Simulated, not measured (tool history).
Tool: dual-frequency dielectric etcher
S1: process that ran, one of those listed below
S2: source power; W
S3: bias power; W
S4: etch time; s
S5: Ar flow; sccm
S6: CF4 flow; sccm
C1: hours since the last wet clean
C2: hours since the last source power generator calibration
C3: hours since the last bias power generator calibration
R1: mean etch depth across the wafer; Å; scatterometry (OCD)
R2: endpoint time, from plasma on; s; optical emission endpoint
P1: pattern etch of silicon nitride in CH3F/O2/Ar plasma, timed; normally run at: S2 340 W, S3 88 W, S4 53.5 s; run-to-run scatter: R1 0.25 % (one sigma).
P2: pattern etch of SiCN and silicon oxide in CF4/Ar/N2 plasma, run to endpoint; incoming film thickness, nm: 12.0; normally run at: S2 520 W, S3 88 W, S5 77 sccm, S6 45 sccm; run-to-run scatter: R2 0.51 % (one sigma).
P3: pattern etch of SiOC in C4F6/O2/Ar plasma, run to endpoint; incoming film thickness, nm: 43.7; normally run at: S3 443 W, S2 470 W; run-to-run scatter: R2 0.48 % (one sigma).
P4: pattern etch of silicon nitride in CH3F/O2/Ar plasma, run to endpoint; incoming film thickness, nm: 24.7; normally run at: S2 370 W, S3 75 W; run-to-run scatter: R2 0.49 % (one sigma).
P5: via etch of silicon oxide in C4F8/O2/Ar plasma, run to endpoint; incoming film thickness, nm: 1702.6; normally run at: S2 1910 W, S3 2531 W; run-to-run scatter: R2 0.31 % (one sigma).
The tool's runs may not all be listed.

| run | hour | S1 | S2 | S3 | S4 | S5 | S6 | C1 | C2 | C3 | R1 | R2 |
|---|---|---|---|---|---|---|---|---|---|---|---|---|
| 1 | 6.4 | P1 | 340 | 88 | 53.5 |  |  | 99.8 | 997.5 | 200.9 | 373.37 |  |
| 2 | 17.6 | P2 | 520 | 88 |  | 77 | 32 | 111.0 | 1008.7 | 212.1 |  | 12.610 |
| 3 | 24.7 | P4 | 370 | 105 |  |  |  | 118.1 | 1015.8 | 219.2 |  | 31.944 |
| 4 | 35.7 | P1 | 220 | 58 | 53.5 |  |  | 129.1 | 1026.8 | 230.2 | 274.50 |  |
| 5 | 46.4 | P2 | 520 | 88 |  | 77 | 45 | 139.8 | 1037.5 | 240.9 |  | 11.835 |
| 6 | 53.1 | P1 | 340 | 88 | 53.5 |  |  | 146.5 | 1044.2 | 247.6 | 372.64 |  |
| 7 | 59.5 | P1 | 340 | 88 | 53.5 |  |  | 152.9 | 1050.6 | 254.0 | 373.80 |  |
| 8 | 70.4 | P1 | 340 | 88 | 53.5 |  |  | 163.8 | 1061.5 | 264.9 | 373.80 |  |
| 9 | 81.2 | P3 | 470 | 443 |  |  |  | 174.6 | 1072.3 | 275.7 |  | 14.364 |
| 10 | 90.5 | P3 | 470 | 340 |  |  |  | 183.9 | 1081.6 | 285.0 |  | 15.831 |
| 11 | 101.6 | P1 | 340 | 88 | 78.0 |  |  | 195.0 | 1092.7 | 296.1 | 544.72 |  |
| 12 | 112.7 | P2 | 520 | 108 |  | 77 | 45 | 206.1 | 1103.8 | 307.2 |  | 11.072 |
| 13 | 123.1 | P1 | 340 | 88 | 53.5 |  |  | 216.5 | 1114.2 | 317.6 | 374.59 |  |
| 14 | 134.7 | P2 | 520 | 88 |  | 77 | 45 | 228.1 | 1125.8 | 329.2 |  | 11.986 |
| 15 | 146.2 | P1 | 340 | 88 | 53.5 |  |  | 239.6 | 1137.3 | 340.7 | 375.22 |  |
| 16 | 157.4 | P1 | 280 | 88 | 53.5 |  |  | 250.8 | 1148.5 | 351.9 | 349.18 |  |
| 17 | 165.2 | P1 | 340 | 122 | 68.5 |  |  | 258.6 | 1156.3 | 359.7 | 541.39 |  |
| 18 | 176.0 | P1 | 340 | 57 | 53.5 |  |  | 269.4 | 1167.1 | 370.5 | 321.38 |  |
| 19 | 187.7 | P1 | 340 | 88 | 53.5 |  |  | 281.1 | 1178.8 | 382.2 | 374.05 |  |
| 20 | 196.1 | P5 | 2590 | 2531 |  |  |  | 289.5 | 1187.2 | 390.6 |  | 283.460 |
| 21 | 208.8 | P3 | 670 | 443 |  |  |  | 302.2 | 1199.9 | 403.3 |  | 12.573 |
| 22 | 219.0 | P5 | 1910 | 2531 |  |  |  | 312.4 | 1210.1 | 413.5 |  | 318.910 |
| 23 | 230.3 | P1 | 340 | 88 | 37.0 |  |  | 323.7 | 1221.4 | 424.8 | 258.47 |  |
| 24 | 239.8 | P1 | 430 | 88 | 53.5 |  |  | 333.2 | 1230.9 | 434.3 | 409.38 |  |
| 25 | 251.4 | P2 | 650 | 88 |  | 77 | 45 | 344.8 | 1242.5 | 445.9 |  | 9.832 |
| 26 | 258.2 | P4 | 460 | 75 |  |  |  | 351.6 | 1249.3 | 452.7 |  | 33.520 |
| 27 | 266.5 | P4 | 370 | 75 |  |  |  | 359.9 | 1257.6 | 461.0 |  | 36.387 |
| 28 | 277.0 | P2 | 520 | 88 |  | 107 | 45 | 370.4 | 1268.1 | 471.5 |  | 12.530 |
| 29 | 283.0 | P5 | 1910 | 3201 |  |  |  | 376.4 | 1274.1 | 477.5 |  | 297.240 |
| 30 | 295.3 | P1 | 340 | 109 | 53.5 |  |  | 388.7 | 1286.4 | 489.8 | 404.90 |  |
| 31 | 307.5 | P3 | 470 | 443 |  |  |  | 400.9 | 1298.6 | 502.0 |  | 14.432 |
| 32 | 319.3 | P1 | 340 | 88 | 53.5 |  |  | 412.7 | 1310.4 | 513.8 | 374.54 |  |
| 33 | 330.5 | P1 | 340 | 88 | 53.5 |  |  | 423.9 | 1321.6 | 525.0 | 372.32 |  |
| 34 | 337.2 | P1 | 340 | 88 | 53.5 |  |  | 430.6 | 1328.3 | 531.7 | 369.32 |  |
|  | 342.4 | wet clean of the chamber |
| 35 | 350.0 | P1 | 340 | 88 | 53.5 |  |  | 7.6 | 1341.1 | 544.5 | 368.52 |  |
| 36 | 356.2 | P1 | 340 | 88 | 53.5 |  |  | 13.8 | 1347.3 | 550.7 | 367.24 |  |
| 37 | 363.3 | P1 | 340 | 88 | 53.5 |  |  | 20.9 | 1354.4 | 557.8 | 368.20 |  |
| 38 | 370.9 | P1 | 340 | 88 | 53.5 |  |  | 28.5 | 1362.0 | 565.4 | 367.18 |  |

What P1 gives has crept away from where it was. These 2 causes fit the log equally well, each at the size given:
A: source power that arrives under what is set, % = 4.4
B: bias power that arrives under what is set, % = 4.56
The creep began at about hour 319.3.
Why every other cause is out:
chamber walls in a state that lowers the etch rate, %: serviced at hour 342.4, which brought nothing back

4 check runs are offered, each on 3 wafers whose results are averaged, their results left as question marks. Which one tells the causes apart?
| check 1 | 378.5 | P4 | 370 | 75 |  |  |  |  |  |  |  | ? |
| check 2 | 378.5 | P5 | 1910 | 2531 |  |  |  |  |  |  |  | ? |
| check 3 | 378.5 | P2 | 520 | 88 |  | 77 | 45 |  |  |  |  | ? |
| check 4 | 378.5 | P3 | 470 | 443 |  |  |  |  |  |  |  | ? |

What each check would give under each cause:
| check | result | if A | if B |
|---|---|---|---|
| check 1 | R2 | 36.884 | 36.853 |
| check 2 | R2 | 325.570 | 324.360 |
| check 3 | R2 | 12.429 | 12.149 |
| check 4 | R2 | 14.637 | 14.639 |
How far apart the two closest causes lie, in the result that separates them most: check 1 0.08 %; check 2 0.37 %; check 3 2.28 %; check 4 0.02 %
Only check 3 tells the causes apart: in the others they would give nearly the same result.

Then check 3 was run and gave: R2 12.459 s. Which cause is it?

It is A: source power that arrives under what is set, %.
